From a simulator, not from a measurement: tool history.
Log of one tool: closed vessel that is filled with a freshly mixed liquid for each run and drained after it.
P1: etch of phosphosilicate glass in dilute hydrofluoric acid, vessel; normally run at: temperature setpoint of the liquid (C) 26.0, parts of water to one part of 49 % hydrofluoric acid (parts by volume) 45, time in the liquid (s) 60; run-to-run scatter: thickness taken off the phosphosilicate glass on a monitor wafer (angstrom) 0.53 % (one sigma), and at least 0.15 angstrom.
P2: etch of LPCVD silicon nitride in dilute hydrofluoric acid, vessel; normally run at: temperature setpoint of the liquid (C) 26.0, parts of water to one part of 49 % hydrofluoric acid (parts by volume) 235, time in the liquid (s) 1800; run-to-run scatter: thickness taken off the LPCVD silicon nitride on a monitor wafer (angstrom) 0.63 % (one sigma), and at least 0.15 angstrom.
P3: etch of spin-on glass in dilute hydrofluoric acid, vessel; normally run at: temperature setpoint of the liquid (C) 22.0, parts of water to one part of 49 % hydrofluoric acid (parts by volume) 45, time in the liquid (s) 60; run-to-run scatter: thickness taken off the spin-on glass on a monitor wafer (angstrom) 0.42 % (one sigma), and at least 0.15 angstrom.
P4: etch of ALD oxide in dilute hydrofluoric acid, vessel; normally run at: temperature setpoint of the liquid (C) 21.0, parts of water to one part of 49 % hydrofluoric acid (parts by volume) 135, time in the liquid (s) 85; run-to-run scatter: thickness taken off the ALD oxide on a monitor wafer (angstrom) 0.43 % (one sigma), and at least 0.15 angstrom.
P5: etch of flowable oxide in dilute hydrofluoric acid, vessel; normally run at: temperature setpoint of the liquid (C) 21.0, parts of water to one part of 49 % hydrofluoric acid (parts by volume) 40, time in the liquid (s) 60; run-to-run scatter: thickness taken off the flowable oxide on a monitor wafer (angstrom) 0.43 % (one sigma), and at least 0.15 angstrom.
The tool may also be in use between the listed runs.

run,hour,process that ran,temperature setpoint of the liquid (C),parts of water to one part of 49 % hydrofluoric acid (parts by volume),time in the liquid (s),thickness taken off the phosphosilicate glass on a monitor wafer (angstrom),thickness taken off the LPCVD silicon nitride on a monitor wafer (angstrom),thickness taken off the spin-on glass on a monitor wafer (angstrom),thickness taken off the ALD oxide on a monitor wafer (angstrom),thickness taken off the flowable oxide on a monitor wafer (angstrom)
1,4.1,P1,26.0,45,60,1292.60,,,,
2,8.9,P2,26.0,235,3240,,82.414,,,
3,13.7,P3,22.0,70,60,,,489.58,,
4,17.7,P4,21.0,55,85,,,,265.750,
5,23.0,P1,26.0,45,60,1307.90,,,,
6,26.0,P3,22.0,45,60,,,791.01,,
7,30.1,P1,26.0,45,60,1295.80,,,,
8,35.6,P2,34.0,235,1800,,73.961,,,
9,41.1,P1,26.0,45,60,1300.20,,,,
10,45.2,P1,26.0,60,35,559.40,,,,
11,50.3,P1,26.0,45,60,1311.90,,,,
12,54.6,P1,31.0,45,60,1605.80,,,,
13,57.1,P1,26.0,25,60,2393.20,,,,
14,61.9,P4,21.0,135,155,,,,178.910,
15,66.0,P5,21.0,25,60,,,,,1023.20
16,70.8,P4,26.5,135,85,,,,122.100,
17,76.2,P1,26.0,45,30,648.25,,,,
18,80.2,P4,21.0,135,85,,,,98.605,
19,85.6,P1,26.0,45,60,1304.70,,,,
20,88.8,P1,32.5,70,60,1038.60,,,,
21,92.8,P5,21.0,40,60,,,,,630.65
22,97.0,P3,22.0,45,110,,,1448.00,,
23,102.1,P5,21.0,40,30,,,,,312.06
24,105.1,P5,17.0,40,60,,,,,527.37
25,109.2,P1,21.5,30,60,1675.10,,,,
26,112.3,P2,26.0,235,1800,,45.386,,,
27,115.9,P1,26.0,45,60,1302.50,,,,
28,118.4,P3,17.0,45,60,,,638.61,,
29,121.3,P1,26.0,45,90,1962.50,,,,
30,123.8,P2,26.0,35,1800,,302.360,,,
31,126.3,P1,22.0,45,60,1104.30,,,,
32,129.0,P1,26.0,75,60,747.59,,,,
33,134.2,P1,26.0,45,60,1314.90,,,,
34,137.8,P1,26.0,45,60,1336.70,,,,
35,141.1,P1,26.0,45,60,1356.70,,,,
36,144.0,P1,26.0,45,60,1367.90,,,,
37,147.4,P1,26.0,45,60,1385.00,,,,
38,150.3,P1,26.0,45,60,1385.50,,,,
39,152.9,P1,26.0,45,60,1390.70,,,,
40,156.5,P1,26.0,45,60,1393.80,,,,
41,161.9,P1,26.0,45,60,1402.30,,,,
42,164.6,P1,26.0,45,60,1403.90,,,,
43,170.0,P1,26.0,45,60,1406.30,,,,
44,173.0,P1,26.0,45,60,1406.60,,,,

What P1 gives has crept away from where it was. These 2 causes fit the log equally well, each at the size given:
A: liquid hotter than its thermometer reads (K) = 1.81
B: hydrofluoric acid flow above the setpoint (%) = 7.11
The creep began at about hour 134.2.

4 check runs are offered, each on 2 wafers whose results are averaged, their results left as question marks. Which one tells the causes apart?
check 1,176.0,P5,21.0,40,60,,,,,?
check 2,176.0,P2,26.0,235,1800,,?,,,
check 3,176.0,P3,22.0,45,60,,,?,,
check 4,176.0,P4,21.0,135,85,,,,?,

What each check would give under each cause:
check,result,if A,if B
check 1,thickness taken off the flowable oxide on a monitor wafer (angstrom),677.49,674.65
check 2,thickness taken off the LPCVD silicon nitride on a monitor wafer (angstrom),51.069,49.011
check 3,thickness taken off the spin-on glass on a monitor wafer (angstrom),850.33,847.89
check 4,thickness taken off the ALD oxide on a monitor wafer (angstrom),105.920,106.670
How far apart the two closest causes lie, in the result that separates them most: check 1 0.42 %; check 2 4.11 %; check 3 0.29 %; check 4 0.71 %
Check 2 tells the causes apart: in the others they would give nearly the same result.

Then check 2 was run and gave: thickness taken off the LPCVD silicon nitride on a monitor wafer (angstrom) 49.120. Which cause is it?

It is B: hydrofluoric acid flow above the setpoint (%).
